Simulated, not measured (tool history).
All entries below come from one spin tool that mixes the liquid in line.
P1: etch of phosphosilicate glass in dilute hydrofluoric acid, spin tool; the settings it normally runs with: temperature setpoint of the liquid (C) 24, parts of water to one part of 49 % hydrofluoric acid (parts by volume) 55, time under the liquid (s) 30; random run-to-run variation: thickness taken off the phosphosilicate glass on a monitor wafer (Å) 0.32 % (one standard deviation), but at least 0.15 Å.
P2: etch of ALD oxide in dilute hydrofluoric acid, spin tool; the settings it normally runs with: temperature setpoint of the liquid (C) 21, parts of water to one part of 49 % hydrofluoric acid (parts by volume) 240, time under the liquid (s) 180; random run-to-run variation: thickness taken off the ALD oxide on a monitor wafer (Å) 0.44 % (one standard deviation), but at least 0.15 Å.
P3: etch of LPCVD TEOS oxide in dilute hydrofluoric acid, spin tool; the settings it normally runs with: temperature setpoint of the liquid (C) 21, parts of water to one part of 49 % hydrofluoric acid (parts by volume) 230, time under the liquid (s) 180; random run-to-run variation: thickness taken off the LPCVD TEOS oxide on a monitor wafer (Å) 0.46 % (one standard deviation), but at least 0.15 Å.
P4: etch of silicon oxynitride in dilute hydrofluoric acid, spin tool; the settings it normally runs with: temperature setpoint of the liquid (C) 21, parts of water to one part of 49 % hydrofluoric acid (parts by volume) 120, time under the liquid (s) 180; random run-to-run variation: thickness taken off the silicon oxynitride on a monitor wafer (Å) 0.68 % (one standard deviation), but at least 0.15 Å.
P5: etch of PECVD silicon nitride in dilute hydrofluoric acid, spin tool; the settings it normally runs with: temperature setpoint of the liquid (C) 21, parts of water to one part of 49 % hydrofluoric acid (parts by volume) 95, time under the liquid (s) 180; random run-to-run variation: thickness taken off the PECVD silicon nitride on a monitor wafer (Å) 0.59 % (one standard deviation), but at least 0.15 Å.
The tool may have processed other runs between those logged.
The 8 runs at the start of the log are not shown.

run	day	process that ran	temperature setpoint of the liquid (C)	parts of water to one part of 49 % hydrofluoric acid (parts by volume)	time under the liquid (s)	hours since the thermometer was replaced	hours since the hydrofluoric acid flow meter was replaced	thickness taken off the phosphosilicate glass on a monitor wafer (Å)	thickness taken off the LPCVD TEOS oxide on a monitor wafer (Å)	thickness taken off the silicon oxynitride on a monitor wafer (Å)	thickness taken off the PECVD silicon nitride on a monitor wafer (Å)	thickness taken off the ALD oxide on a monitor wafer (Å)
9	2.812	P1	28.5	55	15	472.4	338.1	333.5				
10	3.146	P3	17	230	180	480.4	346.1		98.951			
11	3.512	P2	21	240	180	489.2	354.9					184.04
12	3.754	P1	19	55	30	495	360.7	455.63				
13	4.046	P2	21	240	180	502	367.7					185.62
14	4.438	P4	21	120	180	511.4	377.1			41.031		
15	4.633	P5	21	95	180	516.1	381.8				47.244	
16	4.983	P4	21	120	295	524.5	390.2			67.797		
17	5.217	P4	21	190	180	530.1	395.8			24.456		
18	5.621	P1	24	55	15	539.8	405.5	280.16				
19	5.812	P5	21	35	180	544.4	410.1				126.13	
20	6.054	P1	24	55	30	550.2	415.9	557.39				
21	6.412	P3	21	230	15	558.8	424.5		9.5718			
22	6.812	P1	28	55	45	568.4	434.1	987.04				
23	7.004	P5	21	95	180	573	438.7				47.275	
24	7.333	P3	21	135	180	580.9	446.6		215.63			
25	7.592	P1	24	20	30	587.1	452.8	1612.7				
26	7.975	P1	24	55	30	596.3	462	560.1				
27	8.279	P1	28.5	55	30	603.6	469.3	672.38				
28	8.592	P2	21	240	340	611.1	476.8					348.91
29	8.792	P3	21	230	180	615.9	481.6		114.77			

Estimate the outcome of run 30 from the log above:
30	9.096	P1	24	55	55	623.2	488.9	?				

{"run 30": {"thickness taken off the phosphosilicate glass on a monitor wafer (Å)": 1023.5}}
